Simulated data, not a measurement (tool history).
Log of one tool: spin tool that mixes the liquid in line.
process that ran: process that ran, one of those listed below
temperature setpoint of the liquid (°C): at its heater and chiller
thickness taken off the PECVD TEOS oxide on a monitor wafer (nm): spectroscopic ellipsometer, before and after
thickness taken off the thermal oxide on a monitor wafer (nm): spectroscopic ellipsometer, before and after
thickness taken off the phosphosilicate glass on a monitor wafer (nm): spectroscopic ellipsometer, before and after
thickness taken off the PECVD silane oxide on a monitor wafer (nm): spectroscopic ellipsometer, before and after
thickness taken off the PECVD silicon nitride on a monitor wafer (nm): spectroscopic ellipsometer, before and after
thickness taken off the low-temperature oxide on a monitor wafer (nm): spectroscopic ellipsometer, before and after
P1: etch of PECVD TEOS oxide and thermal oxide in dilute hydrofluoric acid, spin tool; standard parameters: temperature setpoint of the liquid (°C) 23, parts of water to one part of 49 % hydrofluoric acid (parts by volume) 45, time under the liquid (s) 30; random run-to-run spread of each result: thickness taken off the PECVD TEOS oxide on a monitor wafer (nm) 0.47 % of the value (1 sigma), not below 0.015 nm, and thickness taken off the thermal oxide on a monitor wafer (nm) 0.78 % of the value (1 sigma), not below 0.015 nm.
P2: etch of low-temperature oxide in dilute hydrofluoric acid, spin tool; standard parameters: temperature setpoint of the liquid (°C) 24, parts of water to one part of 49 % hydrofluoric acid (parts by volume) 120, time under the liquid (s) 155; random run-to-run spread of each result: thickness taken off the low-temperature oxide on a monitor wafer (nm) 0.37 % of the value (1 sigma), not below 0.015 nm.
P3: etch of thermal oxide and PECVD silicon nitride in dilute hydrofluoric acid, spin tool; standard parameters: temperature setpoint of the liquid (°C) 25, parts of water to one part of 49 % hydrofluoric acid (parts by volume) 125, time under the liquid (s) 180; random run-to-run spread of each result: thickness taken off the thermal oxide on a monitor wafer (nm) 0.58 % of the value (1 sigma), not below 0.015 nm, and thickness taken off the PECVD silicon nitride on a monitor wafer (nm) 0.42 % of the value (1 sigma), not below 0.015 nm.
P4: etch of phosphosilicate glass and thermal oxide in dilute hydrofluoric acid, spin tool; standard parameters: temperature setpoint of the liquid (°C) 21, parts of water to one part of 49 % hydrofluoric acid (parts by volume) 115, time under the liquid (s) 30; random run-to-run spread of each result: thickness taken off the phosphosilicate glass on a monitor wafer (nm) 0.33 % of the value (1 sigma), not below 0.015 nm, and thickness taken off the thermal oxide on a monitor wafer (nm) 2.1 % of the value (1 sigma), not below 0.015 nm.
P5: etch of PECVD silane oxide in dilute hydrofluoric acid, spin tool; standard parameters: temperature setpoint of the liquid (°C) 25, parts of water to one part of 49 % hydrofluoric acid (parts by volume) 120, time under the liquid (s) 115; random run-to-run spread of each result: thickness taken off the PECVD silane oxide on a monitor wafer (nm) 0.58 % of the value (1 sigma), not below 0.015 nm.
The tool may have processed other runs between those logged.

| run | hour | process that ran | temperature setpoint of the liquid (°C) | parts of water to one part of 49 % hydrofluoric acid (parts by volume) | time under the liquid (s) | thickness taken off the PECVD TEOS oxide on a monitor wafer (nm) | thickness taken off the thermal oxide on a monitor wafer (nm) | thickness taken off the phosphosilicate glass on a monitor wafer (nm) | thickness taken off the PECVD silane oxide on a monitor wafer (nm) | thickness taken off the PECVD silicon nitride on a monitor wafer (nm) | thickness taken off the low-temperature oxide on a monitor wafer (nm) |
|---|---|---|---|---|---|---|---|---|---|---|---|
| 1 | 9.7 | P1 | 23 | 45 | 30 | 13.558 | 3.277 |  |  |  |  |
| 2 | 21.1 | P1 | 23 | 45 | 30 | 13.575 | 3.2789 |  |  |  |  |
| 3 | 28.8 | P4 | 17 | 115 | 30 |  | 0.89185 | 15.677 |  |  |  |
| 4 | 37.6 | P5 | 25 | 25 | 115 |  |  |  | 108.39 |  |  |
| 5 | 45.2 | P1 | 23 | 20 | 15 | 15.824 | 3.8102 |  |  |  |  |
| 6 | 55.9 | P1 | 23 | 20 | 30 | 31.641 | 7.5656 |  |  |  |  |
| 7 | 66.3 | P3 | 25 | 125 | 180 |  | 6.6016 |  |  | 8.79 |  |
| 8 | 81.1 | P1 | 18 | 45 | 50 | 18.217 | 4.4027 |  |  |  |  |
| 9 | 90.8 | P1 | 23 | 45 | 30 | 13.631 | 3.2672 |  |  |  |  |
| 10 | 98.7 | P1 | 23 | 60 | 30 | 9.9595 | 2.422 |  |  |  |  |
| 11 | 108.8 | P2 | 24 | 120 | 15 |  |  |  |  |  | 2.853 |
| 12 | 121.5 | P1 | 27.5 | 45 | 30 | 16.367 | 3.9633 |  |  |  |  |
| 13 | 135.5 | P4 | 21 | 115 | 60 |  | 2.1383 | 36.995 |  |  |  |
| 14 | 148.2 | P1 | 23 | 45 | 15 | 6.8191 | 1.6177 |  |  |  |  |
| 15 | 155.7 | P2 | 24 | 120 | 155 |  |  |  |  |  | 29.374 |
| 16 | 168.7 | P1 | 23 | 45 | 30 | 13.533 | 3.2904 |  |  |  |  |
|  | 172.8 | thermometer replaced |
| 17 | 176.2 | P4 | 21 | 115 | 30 |  | 1.079 | 18.539 |  |  |  |
| 18 | 183.4 | P3 | 25 | 125 | 340 |  | 12.554 |  |  | 16.722 |  |
| 19 | 199.2 | P3 | 25 | 65 | 180 |  | 13.751 |  |  | 16.735 |  |
| 20 | 208.9 | P5 | 25 | 120 | 210 |  |  |  | 36.52 |  |  |
| 21 | 222.1 | P5 | 19 | 120 | 115 |  |  |  | 15.511 |  |  |
| 22 | 234.4 | P2 | 24 | 40 | 155 |  |  |  |  |  | 96.775 |
| 23 | 245.1 | P3 | 25 | 125 | 180 |  | 6.6113 |  |  | 8.7776 |  |
| 24 | 260.1 | P4 | 21 | 30 | 30 |  | 4.5465 | 78.637 |  |  |  |
| 25 | 273 | P3 | 20 | 125 | 180 |  | 5.4556 |  |  | 6.3097 |  |
| 26 | 286.6 | P5 | 25 | 120 | 115 |  |  |  | 19.903 |  |  |
| 27 | 301.8 | P5 | 25 | 120 | 115 |  |  |  | 19.764 |  |  |
| 28 | 310.7 | P2 | 17.5 | 120 | 155 |  |  |  |  |  | 22.54 |
| 29 | 323.5 | P1 | 17 | 75 | 30 | 6.1411 | 1.4578 |  |  |  |  |
| 30 | 332.2 | P1 | 17 | 45 | 30 | 10.491 | 2.5312 |  |  |  |  |
| 31 | 341.3 | P1 | 23 | 45 | 30 | 13.604 | 3.2822 |  |  |  |  |
| 32 | 352.2 | P1 | 23 | 45 | 30 | 13.576 | 3.2717 |  |  |  |  |
| 33 | 359.1 | P1 | 23 | 45 | 60 | 27.332 | 6.5845 |  |  |  |  |
| 34 | 369.5 | P1 | 23 | 45 | 30 | 13.648 | 3.2644 |  |  |  |  |
| 35 | 380.8 | P1 | 23 | 45 | 30 | 13.342 | 3.1893 |  |  |  |  |
| 36 | 390.8 | P1 | 23 | 45 | 30 | 13.222 | 3.116 |  |  |  |  |
| 37 | 397.9 | P1 | 23 | 45 | 30 | 13.122 | 3.1472 |  |  |  |  |
| 38 | 407.9 | P1 | 23 | 45 | 30 | 13.008 | 3.1155 |  |  |  |  |
| 39 | 418.2 | P1 | 23 | 45 | 30 | 13.041 | 3.1157 |  |  |  |  |
| 40 | 431.4 | P1 | 23 | 45 | 30 | 12.932 | 3.0636 |  |  |  |  |
| 41 | 441.7 | P1 | 23 | 45 | 30 | 12.802 | 3.095 |  |  |  |  |
| 42 | 457.4 | P1 | 23 | 45 | 30 | 12.919 | 3.0616 |  |  |  |  |
| 43 | 468.1 | P1 | 23 | 45 | 30 | 12.704 | 3.0601 |  |  |  |  |
| 44 | 482.7 | P1 | 23 | 45 | 30 | 12.792 | 3.0828 |  |  |  |  |
| 45 | 492.1 | P1 | 23 | 45 | 30 | 12.716 | 3.078 |  |  |  |  |

Compared with where it was, what P1 gives has crept away. Each cause listed below fits the log as well as the rest, at the size given for it:
A: hydrofluoric acid flow below the setpoint (%) = 5.95
B: liquid colder than its thermometer reads (K) = 1.56
The onset of the drift is placed at about hour 369.5.

Below are 4 check runs, each on a single wafer, with their results shown as question marks. Which of them would tell the listed causes apart, meaning the causes would give clearly different results under it?
| check 1 | 501.5 | P2 | 24 | 120 | 155 |  |  |  |  |  | ? |
| check 2 | 501.5 | P3 | 25 | 125 | 180 |  | ? |  |  | ? |  |
| check 3 | 501.5 | P5 | 25 | 120 | 115 |  |  |  | ? |  |  |
| check 4 | 501.5 | P4 | 21 | 115 | 30 |  | ? | ? |  |  |  |

How each check would come out, cause by cause:
| check | result | if A | if B |
|---|---|---|---|
| check 1 | thickness taken off the low-temperature oxide on a monitor wafer (nm) | 27.298 | 27.544 |
| check 2 | thickness taken off the thermal oxide on a monitor wafer (nm) | 6.1569 | 6.2207 |
| check 2 | thickness taken off the PECVD silicon nitride on a monitor wafer (nm) | 8.2846 | 7.9548 |
| check 3 | thickness taken off the PECVD silane oxide on a monitor wafer (nm) | 18.435 | 18.616 |
| check 4 | thickness taken off the thermal oxide on a monitor wafer (nm) | 0.99308 | 0.9992 |
| check 4 | thickness taken off the phosphosilicate glass on a monitor wafer (nm) | 17.282 | 17.389 |
Separation of the two closest causes in each check, using whichever result separates them best: check 1 0.9 %; check 2 4.06 %; check 3 0.98 %; check 4 0.61 %
Check 2 is the one run that separates the causes; every other check would come out nearly the same whichever cause is at work.

Check 2 has now been run. It gave: thickness taken off the thermal oxide on a monitor wafer (nm) 6.1563; thickness taken off the PECVD silicon nitride on a monitor wafer (nm) 8.2274. Which of the candidate causes is it?

The cause is A: hydrofluoric acid flow below the setpoint (%).
